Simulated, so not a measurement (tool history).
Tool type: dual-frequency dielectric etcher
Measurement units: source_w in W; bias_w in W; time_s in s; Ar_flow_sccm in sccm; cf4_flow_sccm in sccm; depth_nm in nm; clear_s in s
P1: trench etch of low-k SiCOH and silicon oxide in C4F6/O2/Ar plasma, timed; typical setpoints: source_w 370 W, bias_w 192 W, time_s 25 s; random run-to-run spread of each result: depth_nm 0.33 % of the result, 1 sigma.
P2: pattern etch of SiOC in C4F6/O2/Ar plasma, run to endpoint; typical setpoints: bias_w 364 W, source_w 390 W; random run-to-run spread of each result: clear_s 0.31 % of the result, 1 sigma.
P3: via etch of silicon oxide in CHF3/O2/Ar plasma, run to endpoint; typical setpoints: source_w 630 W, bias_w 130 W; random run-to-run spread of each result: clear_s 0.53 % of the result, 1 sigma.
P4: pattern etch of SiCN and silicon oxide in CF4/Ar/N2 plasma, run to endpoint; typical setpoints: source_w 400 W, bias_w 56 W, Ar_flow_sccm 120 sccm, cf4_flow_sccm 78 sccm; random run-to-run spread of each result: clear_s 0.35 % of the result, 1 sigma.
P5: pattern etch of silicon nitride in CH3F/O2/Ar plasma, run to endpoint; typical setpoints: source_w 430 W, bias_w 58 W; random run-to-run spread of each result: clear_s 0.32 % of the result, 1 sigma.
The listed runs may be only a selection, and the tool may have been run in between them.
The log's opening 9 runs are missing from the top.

run,hour,process,source_w,bias_w,time_s,Ar_flow_sccm,cf4_flow_sccm,hours since the last wet clean,hours since the last source power generator calibration,hours since the last bias power generator calibration,depth_nm,clear_s
10,71.8,P4,270,56,,120,78,294.7,669.5,1195.6,,33.417
11,80.5,P4,400,56,,147,78,303.4,678.2,1204.3,,24.479
12,84.8,P4,400,56,,120,99,307.7,682.5,1208.6,,22.75
13,89.9,P1,370,192,25,,,312.8,687.6,1213.7,77.436,
14,97.5,P1,370,192,25,,,320.4,695.2,1221.3,78.501,
15,102.8,P3,630,130,,,,325.7,700.5,1226.6,,350.04
16,111.2,P2,390,364,,,,334.1,708.9,1235,,15.776
17,116.4,P2,390,516,,,,339.3,714.1,1240.2,,13.93
18,125.4,P1,370,132,25,,,348.3,723.1,1249.2,69.315,

Expected results for the next run?
19,131.6,P5,350,58,,,,354.5,729.3,1255.4,,?

Run 19 came out at clear_s 29.54 s.
